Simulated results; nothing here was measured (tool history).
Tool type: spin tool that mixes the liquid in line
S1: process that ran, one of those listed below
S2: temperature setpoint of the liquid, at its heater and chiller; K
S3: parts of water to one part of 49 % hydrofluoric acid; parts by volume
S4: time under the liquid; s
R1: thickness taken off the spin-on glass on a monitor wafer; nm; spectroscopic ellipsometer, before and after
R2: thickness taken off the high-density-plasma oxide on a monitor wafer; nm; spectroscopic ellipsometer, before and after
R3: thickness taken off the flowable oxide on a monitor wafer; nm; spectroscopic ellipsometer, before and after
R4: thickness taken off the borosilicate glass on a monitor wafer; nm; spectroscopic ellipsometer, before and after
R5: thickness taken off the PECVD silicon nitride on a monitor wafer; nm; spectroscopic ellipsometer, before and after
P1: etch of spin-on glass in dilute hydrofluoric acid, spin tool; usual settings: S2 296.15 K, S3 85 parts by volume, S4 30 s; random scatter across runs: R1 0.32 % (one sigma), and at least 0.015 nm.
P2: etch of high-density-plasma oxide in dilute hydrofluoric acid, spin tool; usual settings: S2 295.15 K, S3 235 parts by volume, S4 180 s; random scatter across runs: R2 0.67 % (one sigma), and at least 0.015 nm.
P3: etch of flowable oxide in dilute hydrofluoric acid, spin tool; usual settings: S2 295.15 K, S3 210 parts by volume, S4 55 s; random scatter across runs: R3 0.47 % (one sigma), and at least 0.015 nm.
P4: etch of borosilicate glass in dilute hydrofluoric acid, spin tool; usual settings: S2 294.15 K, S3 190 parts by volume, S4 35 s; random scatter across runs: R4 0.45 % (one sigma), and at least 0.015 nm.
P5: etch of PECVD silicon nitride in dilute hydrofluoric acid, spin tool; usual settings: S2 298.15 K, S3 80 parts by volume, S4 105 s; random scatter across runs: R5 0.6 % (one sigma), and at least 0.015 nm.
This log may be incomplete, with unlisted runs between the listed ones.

run   hour  S1      S2   S3   S4       R1        R2       R3       R4       R5
  1   12.9  P1  296.15   85   30  19.7330
  2   29.9  P2  295.15  235   15            0.25826
  3   41.5  P3  295.15   65   55                     28.2340
  4   54.9  P1  296.15   85   30  19.7640
  5   68.6  P1  296.15   85   30  19.7420
  6   80.5  P1  296.15   85   65  42.7290
  7   90.7  P4  290.15  190   35                               7.2275
  8  105.0  P1  296.15  120   30  13.4110
  9  112.8  P1  291.15   85   30  16.0920
 10  124.4  P3  295.15  210   55                      7.4099
 11  136.0  P1  296.15   85   30  19.7280
 12  145.4  P2  295.15  235  180            3.23500
 13  161.1  P1  296.15  115   15   6.9858
 14  177.4  P2  302.65  235  180            4.18820
 15  185.3  P3  295.15  210   55                      7.4776
 16  197.3  P1  300.15   85   30  23.0070
 17  212.4  P1  296.15   85   15   9.8186
 18  226.8  P3  295.15  210   85                     11.5830
 19  239.8  P5  298.15   80  175                                        8.9053
 20  253.4  P2  295.15   65  180           14.00900
 21  261.9  P1  296.15   85   30  19.7450
 22  278.3  P5  291.65   80  105                                        3.4182
 23  286.3  P5  298.15   80  105                                        5.3654
 24  293.6  P1  290.15   85   15   7.7304
 25  304.8  P1  296.15   40   30  44.3930
 26  315.3  P4  294.15  190   35                               8.4540
 27  326.9  P3  290.15  210   55                      6.1156
 28  339.2  P5  298.15   25  105                                       16.9620
 29  354.4  P1  296.15   85   30  19.7100
 30  365.4  P4  294.15  190   35                               8.3800
 31  372.8  P4  294.15   55   35                              33.6870
 32  381.2  P1  296.15   85   30  19.7780
 33  393.6  P4  294.15  190   15                               3.6077
 34  401.6  P1  296.15   40   15  22.2700
 35  416.4  P5  298.15   80  105                                        5.3396
 36  427.0  P1  296.15   85   30  19.6910
 37  435.2  P1  296.15   85   30  19.1510
 38  445.1  P1  296.15   85   30  18.7310
 39  458.2  P1  296.15   85   30  18.3570
 40  474.1  P1  296.15   85   30  18.0440
 41  487.6  P1  296.15   85   30  17.9800
 42  499.9  P1  296.15   85   30  17.9680
 43  516.4  P1  296.15   85   30  17.8500

The log shows P1 creeping away from where it was. Any of the 2 causes listed here, at the size stated for it, fits the log just as well as the others:
A: hydrofluoric acid flow below the setpoint (%) = 8.51
B: liquid colder than its thermometer reads (K) = 2.42
The gradual shift began around hour 427.0.

Each of the 4 check runs below uses one wafer; its results are left as question marks. Which run tells the causes apart?
check 1  532.9  P4  294.15   60   15               ?
check 2  532.9  P5  291.65   30  105                   ?
check 3  532.9  P3  291.65   65   55           ?
check 4  532.9  P2  295.15  235   15       ?

How each check would come out, cause by cause:
  check  result     if A     if B
check 1      R4  11.9650  11.8870
check 2      R5   8.2137   7.5260
check 3      R3  22.1870  22.0060
check 4      R2  0.23938  0.24412
Distance between the nearest two causes, measured in the result of the check that separates them most: check 1 0.66 %; check 2 8.74 %; check 3 0.82 %; check 4 1.96 %
Only check 2 tells the causes apart: in the others they would give nearly the same result.

Here is what check 2 returned: R5 8.2156 nm. Which cause is it?

A is the cause: hydrofluoric acid flow below the setpoint (%).
